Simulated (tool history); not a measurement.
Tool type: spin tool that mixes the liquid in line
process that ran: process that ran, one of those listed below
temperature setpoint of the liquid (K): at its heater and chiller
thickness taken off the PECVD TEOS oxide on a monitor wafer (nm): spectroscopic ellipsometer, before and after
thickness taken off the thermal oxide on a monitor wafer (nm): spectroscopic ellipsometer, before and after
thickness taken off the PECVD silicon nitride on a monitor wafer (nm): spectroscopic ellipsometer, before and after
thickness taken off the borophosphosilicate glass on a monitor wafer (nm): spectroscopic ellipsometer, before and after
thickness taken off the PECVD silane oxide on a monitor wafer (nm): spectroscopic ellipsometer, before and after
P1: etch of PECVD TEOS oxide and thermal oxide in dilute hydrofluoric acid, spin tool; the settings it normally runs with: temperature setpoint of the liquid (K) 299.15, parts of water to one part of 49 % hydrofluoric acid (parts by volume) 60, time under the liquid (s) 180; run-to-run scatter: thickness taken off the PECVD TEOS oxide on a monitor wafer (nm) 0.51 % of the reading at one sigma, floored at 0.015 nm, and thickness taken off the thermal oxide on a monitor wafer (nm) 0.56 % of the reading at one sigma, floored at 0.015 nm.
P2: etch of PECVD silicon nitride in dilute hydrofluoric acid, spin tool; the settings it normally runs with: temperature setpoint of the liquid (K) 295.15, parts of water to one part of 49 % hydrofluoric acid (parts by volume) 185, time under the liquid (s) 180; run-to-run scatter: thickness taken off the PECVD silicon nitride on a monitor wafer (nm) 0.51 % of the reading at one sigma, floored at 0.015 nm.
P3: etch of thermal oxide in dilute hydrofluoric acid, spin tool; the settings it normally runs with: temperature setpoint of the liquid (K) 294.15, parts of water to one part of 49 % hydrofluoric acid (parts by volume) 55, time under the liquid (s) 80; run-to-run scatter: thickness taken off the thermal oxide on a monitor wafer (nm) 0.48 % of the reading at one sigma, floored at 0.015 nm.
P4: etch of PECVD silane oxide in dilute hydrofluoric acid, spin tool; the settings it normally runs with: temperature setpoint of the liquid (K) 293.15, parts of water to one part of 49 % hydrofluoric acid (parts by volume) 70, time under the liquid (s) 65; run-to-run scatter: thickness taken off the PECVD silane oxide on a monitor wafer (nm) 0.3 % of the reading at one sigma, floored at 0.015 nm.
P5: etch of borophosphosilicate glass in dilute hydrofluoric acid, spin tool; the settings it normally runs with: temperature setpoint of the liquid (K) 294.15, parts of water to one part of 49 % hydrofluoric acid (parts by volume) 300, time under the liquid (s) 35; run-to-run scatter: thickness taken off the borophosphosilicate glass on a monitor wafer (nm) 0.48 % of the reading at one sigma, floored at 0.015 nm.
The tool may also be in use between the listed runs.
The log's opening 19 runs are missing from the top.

run	day	process that ran	temperature setpoint of the liquid (K)	parts of water to one part of 49 % hydrofluoric acid (parts by volume)	time under the liquid (s)	thickness taken off the PECVD TEOS oxide on a monitor wafer (nm)	thickness taken off the thermal oxide on a monitor wafer (nm)	thickness taken off the PECVD silicon nitride on a monitor wafer (nm)	thickness taken off the borophosphosilicate glass on a monitor wafer (nm)	thickness taken off the PECVD silane oxide on a monitor wafer (nm)
20	4.783	P5	294.15	300	15				3.032	
21	5.112	P1	299.15	35	180	71.458	29.681			
22	5.4	P1	299.15	25	95	54.295	22.111			
23	5.658	P5	294.15	300	35				7.0771	
24	5.9	P4	293.15	70	65					35.636
25	6.083	P1	299.15	60	180	40.91	16.807			
26	6.317	P1	299.15	60	180	40.727	16.614			
27	6.546	P5	290.15	300	35				6.0951	

Run 28, settings as shown, results not yet in. Your forecast:
28	6.883	P1	306.65	60	180	?	?			

{"run 28": {"thickness taken off the PECVD TEOS oxide on a monitor wafer (nm)": 54.395, "thickness taken off the thermal oxide on a monitor wafer (nm)": 22.533}}

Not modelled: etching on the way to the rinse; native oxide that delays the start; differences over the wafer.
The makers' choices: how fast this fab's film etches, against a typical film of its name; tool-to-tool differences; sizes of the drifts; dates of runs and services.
